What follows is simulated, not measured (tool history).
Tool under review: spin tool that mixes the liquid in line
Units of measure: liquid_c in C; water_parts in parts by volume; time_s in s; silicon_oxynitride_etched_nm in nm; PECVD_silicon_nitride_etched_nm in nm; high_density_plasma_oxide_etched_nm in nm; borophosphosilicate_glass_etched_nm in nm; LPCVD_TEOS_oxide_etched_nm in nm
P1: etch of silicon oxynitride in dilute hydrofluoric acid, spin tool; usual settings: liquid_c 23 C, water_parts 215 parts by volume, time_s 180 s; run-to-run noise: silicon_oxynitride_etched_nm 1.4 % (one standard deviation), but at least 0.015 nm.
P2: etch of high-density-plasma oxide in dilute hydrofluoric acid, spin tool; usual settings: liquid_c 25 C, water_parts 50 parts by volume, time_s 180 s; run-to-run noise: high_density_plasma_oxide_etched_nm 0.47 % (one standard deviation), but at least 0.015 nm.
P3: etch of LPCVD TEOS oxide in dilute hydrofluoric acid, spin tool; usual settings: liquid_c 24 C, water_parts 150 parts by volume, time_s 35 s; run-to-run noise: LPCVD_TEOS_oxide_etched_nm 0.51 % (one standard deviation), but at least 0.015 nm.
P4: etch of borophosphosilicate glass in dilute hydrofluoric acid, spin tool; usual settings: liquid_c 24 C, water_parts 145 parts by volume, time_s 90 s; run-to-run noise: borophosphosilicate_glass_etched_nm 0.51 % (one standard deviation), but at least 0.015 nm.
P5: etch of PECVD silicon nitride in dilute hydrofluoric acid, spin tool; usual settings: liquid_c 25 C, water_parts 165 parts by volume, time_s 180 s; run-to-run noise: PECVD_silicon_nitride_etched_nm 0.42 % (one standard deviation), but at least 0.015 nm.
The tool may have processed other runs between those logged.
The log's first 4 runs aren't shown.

run	hour	process	liquid_c	water_parts	time_s	hours since the thermometer was replaced	hours since the hydrofluoric acid flow meter was replaced	silicon_oxynitride_etched_nm	PECVD_silicon_nitride_etched_nm	high_density_plasma_oxide_etched_nm	borophosphosilicate_glass_etched_nm	LPCVD_TEOS_oxide_etched_nm
5	31.8	P2	25	70	180	247.6	320.3			20.829		
6	39	P1	27.5	215	180	254.8	327.5	2.5114				
7	45.6	P4	24	145	90	261.4	334.1				24.597	
8	52.5	P1	23	350	180	268.3	341	1.1783				
9	58.8	P1	23	215	15	274.6	347.3	0.16058				
10	66.3	P1	23	125	180	282.1	354.8	3.7229				
11	70.7	P1	23	215	180	286.5	359.2	2.0278				
12	78.1	P5	25	165	50	293.9	366.6		1.5907			
13	83	P4	17	145	90	298.8	371.5				18.808	
14	88.9	P1	23	215	180	304.7	377.4	2.0439				
15	93.6	P2	25	50	180	309.4	382.1			29.722		
16	98	P3	24	150	35	313.8	386.5					6.3502
17	103.2	P5	25	165	180	319	391.7		5.7454			
18	106.7	P5	18	165	180	322.5	395.2		3.628			
19	114.5	P2	25	50	340	330.3	403			56.86		
20	121.7	P3	24	150	65	337.5	410.2					11.853
21	128.3	P3	24	150	35	344.1	416.8					6.407
22	131.9	P2	17	50	180	347.7	420.4			21.215		

The next listed run, before its measurement:
23	136.1	P3	24	95	35	351.9	424.6					?

Run 23 gave LPCVD_TEOS_oxide_etched_nm 10.753 nm.
